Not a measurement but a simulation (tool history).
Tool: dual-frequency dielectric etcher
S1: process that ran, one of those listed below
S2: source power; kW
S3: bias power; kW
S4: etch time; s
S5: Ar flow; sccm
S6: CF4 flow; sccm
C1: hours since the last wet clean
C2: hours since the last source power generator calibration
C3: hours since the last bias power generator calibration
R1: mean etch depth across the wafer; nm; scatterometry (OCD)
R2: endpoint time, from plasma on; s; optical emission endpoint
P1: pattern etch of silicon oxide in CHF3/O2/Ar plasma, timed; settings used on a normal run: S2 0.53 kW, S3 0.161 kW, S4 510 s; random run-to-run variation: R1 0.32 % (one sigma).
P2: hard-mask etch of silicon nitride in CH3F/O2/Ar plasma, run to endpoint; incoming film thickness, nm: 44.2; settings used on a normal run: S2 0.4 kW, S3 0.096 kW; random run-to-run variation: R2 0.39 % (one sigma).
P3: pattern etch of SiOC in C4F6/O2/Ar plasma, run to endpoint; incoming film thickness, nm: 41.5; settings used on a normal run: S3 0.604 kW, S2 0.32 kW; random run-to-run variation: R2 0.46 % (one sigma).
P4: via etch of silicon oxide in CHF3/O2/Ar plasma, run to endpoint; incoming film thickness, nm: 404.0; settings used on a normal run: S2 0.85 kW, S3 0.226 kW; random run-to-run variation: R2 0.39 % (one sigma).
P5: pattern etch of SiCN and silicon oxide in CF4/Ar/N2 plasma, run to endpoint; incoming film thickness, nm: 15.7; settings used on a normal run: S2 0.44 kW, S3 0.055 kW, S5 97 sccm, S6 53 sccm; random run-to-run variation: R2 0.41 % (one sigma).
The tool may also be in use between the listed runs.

Run 1, hour 13.1: S1 P1, S2 0.53 kW, S3 0.161 kW, S4 510 s; C1 268.8; C2 2545.3; C3 1301.9. Result: R1 930.45 nm.
Run 2, hour 29.3: S1 P5, S2 0.44 kW, S3 0.055 kW, S5 97 sccm, S6 39 sccm; C1 285; C2 2561.5; C3 1318.1. Result: R2 22.441 s.
Run 3, hour 43: S1 P4, S2 1.03 kW, S3 0.226 kW; C1 298.7; C2 2575.2; C3 1331.8. Result: R2 153.71 s.
Run 4, hour 52.2: S1 P1, S2 0.53 kW, S3 0.161 kW, S4 510 s; C1 307.9; C2 2584.4; C3 1341. Result: R1 934.06 nm.
Run 5, hour 61.6: S1 P1, S2 0.53 kW, S3 0.161 kW, S4 659 s; C1 317.3; C2 2593.8; C3 1350.4. Result: R1 1204.6 nm.
Run 6, hour 71.1: S1 P4, S2 0.85 kW, S3 0.149 kW; C1 326.8; C2 2603.3; C3 1359.9. Result: R2 188.42 s.
Run 7, hour 88: S1 P1, S2 0.53 kW, S3 0.1 kW, S4 510 s; C1 343.7; C2 2620.2; C3 1376.8. Result: R1 801.58 nm.
Run 8, hour 96.1: S1 P2, S2 0.4 kW, S3 0.096 kW; C1 351.8; C2 2628.3; C3 1384.9. Result: R2 56.993 s.
Run 9, hour 107.4: S1 P1, S2 0.73 kW, S3 0.161 kW, S4 510 s; C1 363.1; C2 2639.6; C3 1396.2. Result: R1 1052.7 nm.
Run 10, hour 124.2: S1 P5, S2 0.44 kW, S3 0.055 kW, S5 60 sccm, S6 53 sccm; C1 379.9; C2 2656.4; C3 1413. Result: R2 19.694 s.
Run 11, hour 141.5: S1 P3, S2 0.32 kW, S3 0.604 kW; C1 397.2; C2 2673.7; C3 1430.3. Result: R2 13.859 s.
Run 12, hour 153: S1 P1, S2 0.64 kW, S3 0.2 kW, S4 510 s; C1 408.7; C2 2685.2; C3 1441.8. Result: R1 1081 nm.
Run 13, hour 164.1: S1 P5, S2 0.44 kW, S3 0.055 kW, S5 97 sccm, S6 53 sccm; C1 419.8; C2 2696.3; C3 1452.9. Result: R2 21.14 s.
Run 14, hour 181.5: S1 P1, S2 0.37 kW, S3 0.161 kW, S4 298 s; C1 437.2; C2 2713.7; C3 1470.3. Result: R1 475.61 nm.
Run 15, hour 195: S1 P5, S2 0.58 kW, S3 0.055 kW, S5 97 sccm, S6 53 sccm; C1 450.7; C2 2727.2; C3 1483.8. Result: R2 16.696 s.
Run 16, hour 207.1: S1 P1, S2 0.53 kW, S3 0.203 kW, S4 510 s; C1 462.8; C2 2739.3; C3 1495.9. Result: R1 1010.6 nm.
Run 17, hour 221.5: S1 P1, S2 0.53 kW, S3 0.161 kW, S4 510 s; C1 477.2; C2 2753.7; C3 1510.3. Result: R1 937.65 nm.
Run 18, hour 239.1: S1 P1, S2 0.64 kW, S3 0.161 kW, S4 668.5 s; C1 494.8; C2 2771.3; C3 1527.9. Result: R1 1315.7 nm.
Run 19, hour 252.6: S1 P3, S2 0.4 kW, S3 0.604 kW; C1 508.3; C2 2784.8; C3 1541.4. Result: R2 12.912 s.
Run 20, hour 263.3: S1 P2, S2 0.4 kW, S3 0.096 kW; C1 519; C2 2795.5; C3 1552.1. Result: R2 57.332 s.
Run 21, hour 274.3: S1 P5, S2 0.44 kW, S3 0.07 kW, S5 97 sccm, S6 53 sccm; C1 530; C2 2806.5; C3 1563.1. Result: R2 19.707 s.
Run 22, hour 292.5: S1 P1, S2 0.53 kW, S3 0.161 kW, S4 510 s; C1 548.2; C2 2824.7; C3 1581.3. Result: R1 938.7 nm.
Run 23, hour 304.1: S1 P2, S2 0.48 kW, S3 0.096 kW; C1 559.8; C2 2836.3; C3 1592.9. Result: R2 53.083 s.
Run 24, hour 313.2: S1 P1, S2 0.53 kW, S3 0.161 kW, S4 280.5 s; C1 568.9; C2 2845.4; C3 1602. Result: R1 513.08 nm.
Run 25, hour 326.1: S1 P4, S2 0.85 kW, S3 0.226 kW; C1 581.8; C2 2858.3; C3 1614.9. Result: R2 165.29 s.
Run 26, hour 335.3: S1 P1, S2 0.53 kW, S3 0.161 kW, S4 510 s; C1 591; C2 2867.5; C3 1624.1. Result: R1 927.54 nm.
Run 27, hour 347.7: S1 P1, S2 0.53 kW, S3 0.161 kW, S4 510 s; C1 603.4; C2 2879.9; C3 1636.5. Result: R1 934.96 nm.
Run 28, hour 357.7: S1 P1, S2 0.34 kW, S3 0.161 kW, S4 510 s; C1 613.4; C2 2889.9; C3 1646.5. Result: R1 792.33 nm.
Run 29, hour 374.3: S1 P2, S2 0.4 kW, S3 0.069 kW; C1 630; C2 2906.5; C3 1663.1. Result: R2 64.493 s.
Run 30, hour 384.8: S1 P3, S2 0.32 kW, S3 0.845 kW; C1 640.5; C2 2917; C3 1673.6. Result: R2 12.195 s.
Run 31, hour 395.5: S1 P1, S2 0.53 kW, S3 0.161 kW, S4 510 s; C1 651.2; C2 2927.7; C3 1684.3. Result: R1 935.95 nm.
Run 32, hour 407.1: S1 P1, S2 0.53 kW, S3 0.161 kW, S4 510 s; C1 662.8; C2 2939.3; C3 1695.9. Result: R1 938.86 nm.
Run 33, hour 423.9: S1 P1, S2 0.53 kW, S3 0.161 kW, S4 510 s; C1 679.6; C2 2956.1; C3 1712.7. Result: R1 946.44 nm.
Run 34, hour 434.1: S1 P1, S2 0.53 kW, S3 0.161 kW, S4 510 s; C1 689.8; C2 2966.3; C3 1722.9. Result: R1 941.51 nm.
At hour 437.9: wet clean of the chamber.
Run 35, hour 445.7: S1 P1, S2 0.53 kW, S3 0.161 kW, S4 510 s; C1 7.9; C2 2977.9; C3 1734.5. Result: R1 948.86 nm.
Run 36, hour 457: S1 P1, S2 0.53 kW, S3 0.161 kW, S4 510 s; C1 19.2; C2 2989.2; C3 1745.8. Result: R1 948.77 nm.
Run 37, hour 471.6: S1 P1, S2 0.53 kW, S3 0.161 kW, S4 510 s; C1 33.8; C2 3003.8; C3 1760.4. Result: R1 948.07 nm.
Run 38, hour 484.8: S1 P1, S2 0.53 kW, S3 0.161 kW, S4 510 s; C1 47; C2 3017; C3 1773.6. Result: R1 946.31 nm.

P1 no longer gives what it gave before; its output has crept away from where it was. The following 2 causes, each at its listed size, fit the log equally well:
A: bias power that arrives over what is set, % = 4.95
B: source power that arrives over what is set, % = 4.28
The drift started at roughly hour 395.5.
Ruled out, with reasons:
chamber walls in a state that raises the etch rate, %: was serviced at hour 437.9, once the creep was under way, yet the earlier output never came back

The 4 check runs listed below each average the results of 2 wafers, and their outcomes are marked with question marks. Under which run would the listed causes produce clearly different results?
Run check 1, hour 498: S1 P3, S2 0.32 kW, S3 0.604 kW. Result: R2 ?.
Run check 2, hour 498: S1 P4, S2 0.85 kW, S3 0.226 kW. Result: R2 ?.
Run check 3, hour 498: S1 P2, S2 0.4 kW, S3 0.096 kW. Result: R2 ?.
Run check 4, hour 498: S1 P5, S2 0.44 kW, S3 0.055 kW, S5 97 sccm, S6 53 sccm. Result: R2 ?.

What every check run would give for each of its results, assuming each possible cause in turn:
  check  result    if A    if B
check 1      R2  13.684  13.732
check 2      R2  162.24  162.35
check 3      R2  56.057  56.171
check 4      R2  20.915  20.481
Distance between the nearest two causes, measured in the result of the check that separates them most: check 1 0.35 %; check 2 0.07 %; check 3 0.2 %; check 4 2.1 %
Only in check 4 would the causes give clearly different results; in the remaining checks their results would be nearly the same.

Check 4 was carried out, with these results: R2 20.481 s. Which of the listed causes is responsible?

Of the candidate causes, it is B: source power that arrives over what is set, %.
